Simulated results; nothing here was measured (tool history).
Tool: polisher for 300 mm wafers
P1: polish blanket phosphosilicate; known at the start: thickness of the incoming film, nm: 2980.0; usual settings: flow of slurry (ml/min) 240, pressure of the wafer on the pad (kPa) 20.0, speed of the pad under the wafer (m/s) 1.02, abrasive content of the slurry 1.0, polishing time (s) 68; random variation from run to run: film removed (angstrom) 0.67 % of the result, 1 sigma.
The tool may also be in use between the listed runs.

run,hour,flow of slurry (ml/min),pressure of the wafer on the pad (kPa),speed of the pad under the wafer (m/s),abrasive content of the slurry,polishing time (s),wafers polished on this pad,hours since the slurry nozzle was cleaned,hours since the head pressure was calibrated,hours since the slurry blender was calibrated,hours since the conditioning disc was replaced,film removed (angstrom)
1,7.3,240,20.0,1.02,1.0,68,782,238.2,655.5,148.6,218.4,4887.1
2,13.0,240,20.0,1.02,0.8,102,831,243.9,661.2,154.3,224.1,6567.1
3,20.3,240,11.7,1.02,1.0,68,894,251.2,668.5,161.6,231.4,2866.3
4,26.5,240,20.0,1.02,1.0,107,947,257.4,674.7,167.8,237.6,7639.8
5,32.2,240,20.0,1.52,1.0,68,995,263.1,680.4,173.5,243.3,6717.1
6,35.4,240,20.0,1.02,1.0,68,1023,266.3,683.6,176.7,246.5,4883.2
7,38.9,240,20.0,1.02,1.4,68,1053,269.8,687.1,180.2,250.0,5592.7
8,43.4,240,20.0,1.02,1.0,68,1091,274.3,691.6,184.7,254.5,4883.2
9,48.5,240,20.0,1.02,1.0,68,1135,279.4,696.7,189.8,259.6,4899.7
10,54.4,240,20.0,1.02,0.5,68,1185,285.3,702.6,195.7,265.5,3349.0
11,58.6,350,20.0,1.02,1.0,68,1221,289.5,706.8,199.9,269.7,4990.3
12,65.7,240,20.0,0.56,1.0,68,1282,296.6,713.9,207.0,276.8,3002.5
13,70.0,240,20.0,1.02,1.0,68,1318,300.9,718.2,211.3,281.1,4920.5
14,73.3,240,20.0,1.02,1.0,68,1347,304.2,721.5,214.6,284.4,4871.8
15,76.9,145,20.0,1.02,1.0,68,1377,307.8,725.1,218.2,288.0,4535.1
# hour 80.1: slurry blender recalibrated
16,82.9,240,20.0,1.02,1.0,41,1429,313.8,731.1,2.8,294.0,2980.4
17,87.0,240,31.0,1.02,1.0,68,1464,317.9,735.2,6.9,298.1,7638.3
18,93.5,240,20.0,1.02,1.0,68,1519,324.4,741.7,13.4,304.6,4882.5
19,98.1,240,20.0,1.02,1.0,68,1558,329.0,746.3,18.0,309.2,4767.1
20,105.4,240,20.0,1.02,1.0,68,1621,336.3,753.6,25.3,316.5,4615.3
21,108.8,240,20.0,1.02,1.0,68,1650,339.7,757.0,28.7,319.9,4624.8
22,112.9,240,20.0,1.02,1.0,68,1685,343.8,761.1,32.8,324.0,4574.6
23,116.4,240,20.0,1.02,1.0,68,1715,347.3,764.6,36.3,327.5,4583.4
# hour 118.6: conditioning disc replaced and pad reconditioned
# hour 120.7: worn pad replaced by a new one
24,122.3,240,20.0,1.02,1.0,68,14,353.2,770.5,42.2,3.7,4503.9

The next listed run, before its measurement:
25,129.7,240,20.0,1.02,1.0,68,77,360.6,777.9,49.6,11.1,?

film removed (angstrom): 4511.4
